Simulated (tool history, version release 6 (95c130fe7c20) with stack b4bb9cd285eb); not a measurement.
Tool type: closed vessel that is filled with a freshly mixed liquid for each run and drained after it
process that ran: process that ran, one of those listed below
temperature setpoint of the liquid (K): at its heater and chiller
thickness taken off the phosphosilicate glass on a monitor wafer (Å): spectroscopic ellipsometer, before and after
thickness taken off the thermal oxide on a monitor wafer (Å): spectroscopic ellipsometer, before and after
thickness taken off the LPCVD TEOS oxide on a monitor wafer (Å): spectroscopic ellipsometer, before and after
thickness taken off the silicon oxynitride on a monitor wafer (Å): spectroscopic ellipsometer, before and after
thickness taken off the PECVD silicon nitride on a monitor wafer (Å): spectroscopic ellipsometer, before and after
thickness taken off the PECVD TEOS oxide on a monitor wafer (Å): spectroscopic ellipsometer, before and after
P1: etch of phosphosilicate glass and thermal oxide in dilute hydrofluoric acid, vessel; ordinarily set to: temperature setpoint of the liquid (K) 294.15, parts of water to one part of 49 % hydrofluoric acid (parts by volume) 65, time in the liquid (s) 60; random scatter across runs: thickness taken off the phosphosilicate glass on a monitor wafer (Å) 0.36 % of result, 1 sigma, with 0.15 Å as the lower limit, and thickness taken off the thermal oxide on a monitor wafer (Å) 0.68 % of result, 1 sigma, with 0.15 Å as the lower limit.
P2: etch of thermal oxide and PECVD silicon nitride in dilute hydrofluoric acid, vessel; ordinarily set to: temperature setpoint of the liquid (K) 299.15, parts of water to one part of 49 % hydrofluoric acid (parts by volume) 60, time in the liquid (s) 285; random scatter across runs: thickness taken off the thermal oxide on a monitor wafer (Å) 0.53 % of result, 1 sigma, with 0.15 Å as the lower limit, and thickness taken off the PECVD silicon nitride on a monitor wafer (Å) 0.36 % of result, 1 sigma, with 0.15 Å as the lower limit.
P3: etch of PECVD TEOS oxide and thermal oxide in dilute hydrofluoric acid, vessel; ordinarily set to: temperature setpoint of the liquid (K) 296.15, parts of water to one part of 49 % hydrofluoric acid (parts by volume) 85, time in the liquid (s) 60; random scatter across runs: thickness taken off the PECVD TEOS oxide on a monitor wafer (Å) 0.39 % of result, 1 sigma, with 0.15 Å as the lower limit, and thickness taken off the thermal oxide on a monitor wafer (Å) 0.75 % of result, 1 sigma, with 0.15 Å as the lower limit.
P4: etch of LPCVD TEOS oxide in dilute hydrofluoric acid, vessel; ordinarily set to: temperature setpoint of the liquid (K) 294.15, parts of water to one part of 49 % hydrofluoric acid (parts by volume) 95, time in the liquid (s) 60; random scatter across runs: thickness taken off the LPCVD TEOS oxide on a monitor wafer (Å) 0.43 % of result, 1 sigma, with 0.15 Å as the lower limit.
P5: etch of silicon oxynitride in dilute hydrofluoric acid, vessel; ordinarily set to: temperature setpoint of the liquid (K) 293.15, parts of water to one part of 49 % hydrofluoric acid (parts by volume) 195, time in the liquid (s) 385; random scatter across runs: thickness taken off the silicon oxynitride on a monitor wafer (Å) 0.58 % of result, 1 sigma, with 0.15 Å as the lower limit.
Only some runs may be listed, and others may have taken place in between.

run	hour	process that ran	temperature setpoint of the liquid (K)	parts of water to one part of 49 % hydrofluoric acid (parts by volume)	time in the liquid (s)	thickness taken off the phosphosilicate glass on a monitor wafer (Å)	thickness taken off the thermal oxide on a monitor wafer (Å)	thickness taken off the LPCVD TEOS oxide on a monitor wafer (Å)	thickness taken off the silicon oxynitride on a monitor wafer (Å)	thickness taken off the PECVD silicon nitride on a monitor wafer (Å)	thickness taken off the PECVD TEOS oxide on a monitor wafer (Å)
1	2.8	P1	294.15	65	60	1635	38.815				
2	7.1	P1	294.15	65	60	1644.7	37.951				
3	10	P4	294.15	95	60			240.64			
4	13.5	P5	293.15	195	30				5.1843		
5	17.7	P2	299.15	95	285		151.12			173.94	
6	21.3	P1	294.15	105	85	1373.5	32.5				
7	24.4	P1	294.15	65	60	1638.3	38.374				
8	28.2	P2	299.15	60	285		251.47			272.98	
9	31.2	P5	301.65	195	385				95.714		
10	34	P3	296.15	85	110		60.127				336.83
11	37.5	P1	294.15	65	60	1643.3	38.686				
12	39.8	P3	290.15	85	60		24.91				142.9
13	42.2	P5	293.15	320	385				36.985		
14	46.3	P4	294.15	95	60			241.02			
15	50.1	P1	301.65	65	60	2208.9	52.751				
16	54.6	P4	290.15	95	60			204.22			
17	58.4	P1	294.15	95	60	1076	25.725				
18	62.2	P1	290.15	65	60	1384.2	32.939				
19	65.7	P2	299.15	60	490		429.75			469.98	
20	69.9	P2	305.15	60	285		318.4			401.16	
21	73.6	P4	294.15	155	60			137.3			
22	75.7	P1	294.15	25	60	4491.2	105.94				
23	78.7	P3	296.15	120	60		22.067				124.48
24	81.8	P3	296.15	85	60		32.551				181.32
25	85.4	P1	290.15	20	60	4740.9	111.76				
26	88.6	P4	294.15	95	115			465.42			
27	90.8	P1	294.15	65	115	3138	74.736				
28	93.9	P1	294.15	65	30	820.47	19.303				
29	98.2	P5	293.15	195	385				65.333		
30	100.7	P1	294.15	65	60	1633.8	38.454				
31	104.8	P1	294.15	65	60	1580.1	37.377				
32	107.1	P1	294.15	65	60	1554.5	36.25				
33	111.7	P1	294.15	65	60	1531.8	36.209				
34	115.5	P1	294.15	65	60	1518.4	35.446				
35	119.1	P1	294.15	65	60	1516.1	35.453				
36	121.3	P1	294.15	65	60	1500.8	35.45				
37	123.4	P1	294.15	65	60	1502.2	35.869				
38	126.7	P1	294.15	65	60	1493.1	35.26				
39	128.9	P1	294.15	65	60	1506.9	35.359				
40	131.3	P1	294.15	65	60	1492.4	34.961				
41	135.3	P1	294.15	65	60	1508.6	35.44				

The output of P1 has drifted from where it used to be. Each of the 2 causes below, taken at the size shown beside it, accounts for the log equally well:
A: liquid colder than its thermometer reads (K) = 2.15
B: hydrofluoric acid flow below the setpoint (%) = 7.99
At approximately hour 100.7, the process output began to creep.

Question marks stand in for the results of the 4 check runs listed below, each run on one wafer. Under which run would the listed causes show clearly different results?
check 1	139.3	P3	296.15	115	60		?				?
check 2	139.3	P4	294.15	130	105			?			
check 3	139.3	P5	300.65	195	55				?		
check 4	139.3	P2	304.15	60	285		?			?	

What each check would give under each cause:
check	result	if A	if B
check 1	thickness taken off the thermal oxide on a monitor wafer (Å)	21.323	21.131
check 1	thickness taken off the PECVD TEOS oxide on a monitor wafer (Å)	119.82	118.74
check 2	thickness taken off the LPCVD TEOS oxide on a monitor wafer (Å)	271.64	269.25
check 3	thickness taken off the silicon oxynitride on a monitor wafer (Å)	11.954	11.911
check 4	thickness taken off the thermal oxide on a monitor wafer (Å)	281.78	279.63
check 4	thickness taken off the PECVD silicon nitride on a monitor wafer (Å)	328.69	347.24
Minimum pairwise separation of causes per check, each pair taken at its best-separating result: check 1 0.9 %; check 2 0.88 %; check 3 0.36 %; check 4 5.49 %
The other checks would show nearly matching results whichever cause is true, so check 4 is the only one that separates the causes.

Running check 4 produced the following: thickness taken off the thermal oxide on a monitor wafer (Å) 281.67; thickness taken off the PECVD silicon nitride on a monitor wafer (Å) 328.35. Which one of the listed causes fits?

It is A: liquid colder than its thermometer reads (K).
